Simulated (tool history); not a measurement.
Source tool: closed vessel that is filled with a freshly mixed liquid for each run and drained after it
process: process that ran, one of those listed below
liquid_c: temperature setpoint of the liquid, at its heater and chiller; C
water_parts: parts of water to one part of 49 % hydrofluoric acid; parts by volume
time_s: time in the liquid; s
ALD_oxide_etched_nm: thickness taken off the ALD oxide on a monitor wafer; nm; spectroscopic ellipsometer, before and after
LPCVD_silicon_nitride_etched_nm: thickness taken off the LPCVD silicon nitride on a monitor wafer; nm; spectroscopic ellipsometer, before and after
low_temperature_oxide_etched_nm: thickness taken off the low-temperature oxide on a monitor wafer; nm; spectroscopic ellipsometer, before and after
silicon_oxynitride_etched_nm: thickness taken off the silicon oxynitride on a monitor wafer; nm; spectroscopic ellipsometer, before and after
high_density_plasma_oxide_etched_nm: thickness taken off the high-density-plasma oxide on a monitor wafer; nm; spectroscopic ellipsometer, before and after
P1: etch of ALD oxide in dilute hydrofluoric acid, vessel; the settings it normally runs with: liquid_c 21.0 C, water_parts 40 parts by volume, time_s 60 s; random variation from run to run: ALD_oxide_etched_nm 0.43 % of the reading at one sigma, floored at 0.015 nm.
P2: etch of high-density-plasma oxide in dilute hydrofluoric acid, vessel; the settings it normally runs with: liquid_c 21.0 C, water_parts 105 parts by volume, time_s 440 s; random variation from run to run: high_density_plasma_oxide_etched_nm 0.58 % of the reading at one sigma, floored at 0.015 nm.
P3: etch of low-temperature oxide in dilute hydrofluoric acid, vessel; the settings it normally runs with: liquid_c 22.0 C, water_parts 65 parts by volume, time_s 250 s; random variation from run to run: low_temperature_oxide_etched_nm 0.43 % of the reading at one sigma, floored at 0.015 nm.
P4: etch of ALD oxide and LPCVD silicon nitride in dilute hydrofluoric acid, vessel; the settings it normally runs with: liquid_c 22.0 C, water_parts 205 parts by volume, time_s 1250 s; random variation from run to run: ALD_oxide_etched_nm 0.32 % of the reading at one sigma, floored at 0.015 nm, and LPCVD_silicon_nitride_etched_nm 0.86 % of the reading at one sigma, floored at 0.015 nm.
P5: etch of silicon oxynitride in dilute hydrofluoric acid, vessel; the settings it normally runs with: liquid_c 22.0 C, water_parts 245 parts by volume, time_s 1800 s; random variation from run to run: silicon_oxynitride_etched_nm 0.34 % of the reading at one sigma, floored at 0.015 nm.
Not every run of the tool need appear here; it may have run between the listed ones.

run   hour  process  liquid_c  water_parts  time_s  hours since the thermometer was replaced  hours since the hydrofluoric acid flow meter was replaced  ALD_oxide_etched_nm  LPCVD_silicon_nitride_etched_nm  low_temperature_oxide_etched_nm  silicon_oxynitride_etched_nm  high_density_plasma_oxide_etched_nm
  1    4.9       P1      21.0           40      60                                     992.6                                                     1121.7              14.3440
  2   10.8       P4      22.0          290    1250                                     998.5                                                     1127.6              34.2610                          1.72230
  3   16.4       P3      22.0          115     250                                    1004.1                                                     1133.2                                                                                 20.401
  4   23.4       P4      22.0          205    1250                                    1011.1                                                     1140.2              52.2460                          2.37080
  5   27.7       P5      22.0          405    1800                                    1015.4                                                     1144.5                                                                                                              6.87320
  6   32.3       P1      21.0           25      60                                    1020.0                                                     1149.1              23.3880
  7   35.8       P2      17.0          105     440                                    1023.5                                                     1152.6                                                                                                                                                    22.088
  8   42.1       P1      21.0           60      60                                    1029.8                                                     1158.9               9.2384
  9   45.6       P1      29.0           40      60                                    1033.3                                                     1162.4              19.9970
 10   50.2       P1      17.0           40      60                                    1037.9                                                     1167.0              11.9240
 11   55.1       P3      17.0           65     250                                    1042.8                                                     1171.9                                                                                 30.866
 12   62.1       P1      21.0           65      30                                    1049.8                                                     1178.9               4.2615
 13   69.6       P4      17.0          205    1250                                    1057.3                                                     1186.4              43.2890                          1.73400
 14   75.5       P4      22.0          205     335                                    1063.2                                                     1192.3              14.0750                          0.64049
 15   81.1       P3      22.0           65     250                                    1068.8                                                     1197.9                                                                                 37.949
 16   87.8       P5      28.5          245    1800                                    1075.5                                                     1204.6                                                                                                             16.59700
 17   94.6       P2      21.0          105     440                                    1082.3                                                     1211.4                                                                                                                                                    25.592
 18   98.5       P3      22.0           65     400                                    1086.2                                                     1215.3                                                                                 60.947
 19  103.8       P1      21.0           40      60                                    1091.5                                                     1220.6              14.3290
 20  107.7       P1      21.0           40      90                                    1095.4                                                     1224.5              21.2930
 21  114.5       P1      21.0           40      30                                    1102.2                                                     1231.3               7.1442
 22  118.1       P1      21.0           40      60                                    1105.8                                                     1234.9              14.3670
 23  124.3       P5      22.0          245    1800                                    1112.0                                                     1241.1                                                                                                             12.49300
 24  129.1       P5      22.0          245      30                                    1116.8                                                     1245.9                                                                                                              0.21719
 25  136.1       P1      21.0           40      60                                    1123.8                                                     1252.9              14.1200
 26  140.1       P1      21.0           40      60                                    1127.8                                                     1256.9              14.2590
 27  144.1       P2      21.0          105     690                                    1131.8                                                     1260.9                                                                                                                                                    40.280
 28  148.1       P2      21.0           40     440                                    1135.8                                                     1264.9                                                                                                                                                    73.653
 29  152.6       P3      22.0           65     250                                    1140.3                                                     1269.4                                                                                 38.092
 30  158.7       P1      21.0           40      60                                    1146.4                                                     1275.5              14.3680
 31  164.1       P1      21.0           40      60                                    1151.8                                                     1280.9              14.2190
 32  168.8       P1      21.0           40      60                                    1156.5                                                     1285.6              14.6440
 33  174.2       P1      21.0           40      60                                    1161.9                                                     1291.0              14.7950
 34  178.7       P1      21.0           40      60                                    1166.4                                                     1295.5              15.0510
 35  182.4       P1      21.0           40      60                                    1170.1                                                     1299.2              15.1990
 36  189.8       P1      21.0           40      60                                    1177.5                                                     1306.6              15.2440
 37  193.3       P1      21.0           40      60                                    1181.0                                                     1310.1              15.3480
 38  199.7       P1      21.0           40      60                                    1187.4                                                     1316.5              15.2410
 39  206.3       P1      21.0           40      60                                    1194.0                                                     1323.1              15.2230
 40  210.8       P1      21.0           40      60                                    1198.5                                                     1327.6              15.4450
 41  215.6       P1      21.0           40      60                                    1203.3                                                     1332.4              15.3940
 42  222.2       P1      21.0           40      60                                    1209.9                                                     1339.0              15.4550

P1 no longer gives what it gave before; its output has crept away from where it was. The following 2 causes, each at its listed size, fit the log equally well:
A: liquid hotter than its thermometer reads (K) = 1.77
B: hydrofluoric acid flow above the setpoint (%) = 7.34
The gradual shift began around hour 164.1.

You are offered 4 check runs, listed below with question marks in place of their results; each one averages 2 wafers. Which run separates the listed causes by giving clearly different results for each?
check 1  228.8       P4      22.0          205    1250                                                                                                                         ?                                ?
check 2  228.8       P3      22.0           65     250                                                                                                                                                                                           ?
check 3  228.8       P2      21.0          105     440                                                                                                                                                                                                                                                              ?
check 4  228.8       P5      22.0          245    1800                                                                                                                                                                                                                         ?

Outcome of each check run for each possible cause:
  check                               result      if A      if B
check 1                  ALD_oxide_etched_nm   55.9440   57.0320
check 1      LPCVD_silicon_nitride_etched_nm   2.67470   2.56100
check 2      low_temperature_oxide_etched_nm    41.124    41.272
check 3  high_density_plasma_oxide_etched_nm    27.763    27.980
check 4         silicon_oxynitride_etched_nm  13.56300  13.62000
How far apart the two closest causes lie, in the result that separates them most: check 1 4.34 %; check 2 0.36 %; check 3 0.78 %; check 4 0.41 %
The causes can be told apart only by check 1. The other checks would give nearly the same results under each of them.

Here is what check 1 returned: ALD_oxide_etched_nm 56.0160 nm; LPCVD_silicon_nitride_etched_nm 2.69930 nm. Which cause is it?

It is A: liquid hotter than its thermometer reads (K).
